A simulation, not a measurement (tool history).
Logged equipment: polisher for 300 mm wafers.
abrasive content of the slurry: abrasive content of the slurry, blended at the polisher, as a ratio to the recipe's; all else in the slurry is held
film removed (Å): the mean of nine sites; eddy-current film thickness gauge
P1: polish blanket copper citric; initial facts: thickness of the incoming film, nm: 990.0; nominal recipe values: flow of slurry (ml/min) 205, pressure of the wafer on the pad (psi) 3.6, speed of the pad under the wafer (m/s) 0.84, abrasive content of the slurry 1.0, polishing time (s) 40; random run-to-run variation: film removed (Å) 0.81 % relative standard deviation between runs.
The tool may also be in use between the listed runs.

run   hour  flow of slurry (ml/min)  pressure of the wafer on the pad (psi)  speed of the pad under the wafer (m/s)  abrasive content of the slurry  polishing time (s)  film removed (Å)
  1   17.4                      205                                     3.6                                    0.84                             1.0                  40            990.74
  2   28.7                      205                                     3.6                                    0.84                             0.6                  40            882.12
  3   43.3                      125                                     3.6                                    0.84                             1.0                  40            916.86
  4   55.1                      205                                     3.6                                    0.84                             1.0                  29            720.42
  5   71.7                      205                                     3.6                                    0.84                             1.0                  40            988.99
      78.3  -- slurry nozzle cleaned
  6   84.7                      205                                     3.6                                    1.30                             1.0                  40           1519.50
  7  100.4                      205                                     3.6                                    0.84                             1.0                  40            994.17
     103.5  -- worn pad replaced by a new one
  8  109.5                      205                                     5.4                                    0.56                             1.0                  40            999.69
  9  123.2                      205                                     2.1                                    0.84                             1.0                  40            587.60
 10  139.0                      205                                     3.6                                    0.84                             1.0                  40           1000.60
 11  157.9                      205                                     3.6                                    0.84                             1.3                  40           1055.90
 12  176.0                      205                                     3.6                                    0.84                             1.0                  52           1314.20
 13  193.9                      205                                     3.6                                    0.84                             1.0                  40            993.34
 14  202.4                      205                                     3.6                                    0.52                             1.0                  40            624.94
 15  218.3                      280                                     3.6                                    0.84                             1.0                  40           1027.70
 16  231.0                      205                                     3.6                                    0.84                             1.0                  40            995.82
 17  244.3                      205                                     5.2                                    0.84                             1.0                  40           1450.40
 18  261.7                      205                                     3.6                                    0.84                             1.0                  40           1007.80
 19  278.6                      205                                     3.6                                    0.84                             1.0                  40            952.49

For run 20, what comes out?
 20  292.3                      205                                     3.6                                    0.84                             1.0                  40                 ?

film removed (Å): 941.42
